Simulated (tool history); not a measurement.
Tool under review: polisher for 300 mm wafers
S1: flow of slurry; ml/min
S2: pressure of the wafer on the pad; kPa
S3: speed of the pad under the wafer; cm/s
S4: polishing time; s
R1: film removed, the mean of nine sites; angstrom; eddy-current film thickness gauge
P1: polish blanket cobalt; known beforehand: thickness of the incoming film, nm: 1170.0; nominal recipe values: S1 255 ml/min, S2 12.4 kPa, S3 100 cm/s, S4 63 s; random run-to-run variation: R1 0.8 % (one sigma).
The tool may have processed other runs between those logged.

{"run": 1, "day": 0.467, "S1": 255, "S2": 12.4, "S3": 100, "S4": 63, "R1": 3265.9}
{"run": 2, "day": 0.912, "S1": 255, "S2": 12.4, "S3": 100, "S4": 63, "R1": 3309.6}
{"run": 3, "day": 1.4, "S1": 375, "S2": 12.4, "S3": 100, "S4": 63, "R1": 3385.9}
{"run": 4, "day": 1.796, "S1": 255, "S2": 12.4, "S3": 48, "S4": 63, "R1": 1586.0}
{"run": 5, "day": 2.267, "S1": 155, "S2": 12.4, "S3": 100, "S4": 31, "R1": 1508.9}
{"day": 2.454, "done": "head pressure recalibrated"}
{"run": 6, "day": 2.558, "S1": 255, "S2": 12.4, "S3": 100, "S4": 63, "R1": 3289.1}
{"run": 7, "day": 2.867, "S1": 255, "S2": 12.4, "S3": 100, "S4": 63, "R1": 3295.4}
{"run": 8, "day": 3.221, "S1": 255, "S2": 12.4, "S3": 132, "S4": 63, "R1": 4397.7}
{"run": 9, "day": 3.679, "S1": 255, "S2": 6.9, "S3": 100, "S4": 63, "R1": 1850.5}
{"run": 10, "day": 4.112, "S1": 255, "S2": 12.4, "S3": 100, "S4": 31, "R1": 1632.2}
{"run": 11, "day": 4.579, "S1": 255, "S2": 12.4, "S3": 100, "S4": 63, "R1": 3304.5}
{"run": 12, "day": 5.067, "S1": 155, "S2": 12.4, "S3": 100, "S4": 63, "R1": 3077.2}
{"run": 13, "day": 5.512, "S1": 255, "S2": 18.6, "S3": 100, "S4": 63, "R1": 4957.6}
{"run": 14, "day": 5.842, "S1": 255, "S2": 12.4, "S3": 126, "S4": 37, "R1": 2458.2}
{"run": 15, "day": 6.058, "S1": 255, "S2": 12.4, "S3": 100, "S4": 63, "R1": 3326.8}
{"run": 16, "day": 6.483, "S1": 255, "S2": 12.4, "S3": 100, "S4": 99, "R1": 5179.7}
{"run": 17, "day": 6.817, "S1": 255, "S2": 12.4, "S3": 100, "S4": 63, "R1": 3293.0}
{"run": 18, "day": 7.046, "S1": 255, "S2": 12.4, "S3": 100, "S4": 63, "R1": 3296.2}
{"run": 19, "day": 7.483, "S1": 255, "S2": 12.4, "S3": 100, "S4": 63, "R1": 3208.6}
{"run": 20, "day": 7.729, "S1": 255, "S2": 12.4, "S3": 100, "S4": 63, "R1": 3147.3}
{"run": 21, "day": 8.179, "S1": 255, "S2": 12.4, "S3": 100, "S4": 63, "R1": 3169.2}
{"day": 8.5, "done": "worn pad replaced by a new one"}
{"run": 22, "day": 8.612, "S1": 255, "S2": 12.4, "S3": 100, "S4": 63, "R1": 3157.2}
{"run": 23, "day": 9.0, "S1": 255, "S2": 12.4, "S3": 100, "S4": 63, "R1": 3144.8}
{"run": 24, "day": 9.354, "S1": 255, "S2": 12.4, "S3": 100, "S4": 63, "R1": 3129.2}
{"run": 25, "day": 9.642, "S1": 255, "S2": 12.4, "S3": 100, "S4": 63, "R1": 3134.6}

What P1 gives has crept off from where it sat before. The 2 causes that follow fit the log equally well, each at the size noted:
A: head's pressure below its setpoint, % = 4.73
B: slurry flow missing at the pad, % = 31.9
The creep began at about day 6.817.
Excluded causes, each with its reason:
removal rate lost through wear of the pad, %: maintenance at day 8.500, after the shift began, did not return the process to its former output

You are offered 4 check runs, listed below with question marks in place of their results; each one averages 5 wafers. Which run separates the listed causes by giving clearly different results for each?
{"run": "check 1", "day": 9.929, "S1": 255, "S2": 17.2, "S3": 100, "S4": 63, "R1": "?"}
{"run": "check 2", "day": 9.929, "S1": 155, "S2": 18.6, "S3": 100, "S4": 63, "R1": "?"}
{"run": "check 3", "day": 9.929, "S1": 255, "S2": 12.4, "S3": 50, "S4": 63, "R1": "?"}
{"run": "check 4", "day": 9.929, "S1": 255, "S2": 6.9, "S3": 100, "S4": 96, "R1": "?"}

If the cause were each of the candidates in turn, the checks would give the following:
check=check_1 result=R1 if_A=4368.0 if_B=4368.0
check=check_2 result=R1 if_A=4414.0 if_B=4290.5
check=check_3 result=R1 if_A=1572.5 if_B=1572.5
check=check_4 result=R1 if_A=2662.4 if_B=2662.4
How far apart the two closest causes lie, in the result that separates them most: check 1 0 %; check 2 2.84 %; check 3 0 %; check 4 0 %
Check 2 tells the causes apart: in the others they would give nearly the same result.

Running check 2 produced the following: R1 4283.3 angstrom. Which one of the listed causes fits?

It is B: slurry flow missing at the pad, %.

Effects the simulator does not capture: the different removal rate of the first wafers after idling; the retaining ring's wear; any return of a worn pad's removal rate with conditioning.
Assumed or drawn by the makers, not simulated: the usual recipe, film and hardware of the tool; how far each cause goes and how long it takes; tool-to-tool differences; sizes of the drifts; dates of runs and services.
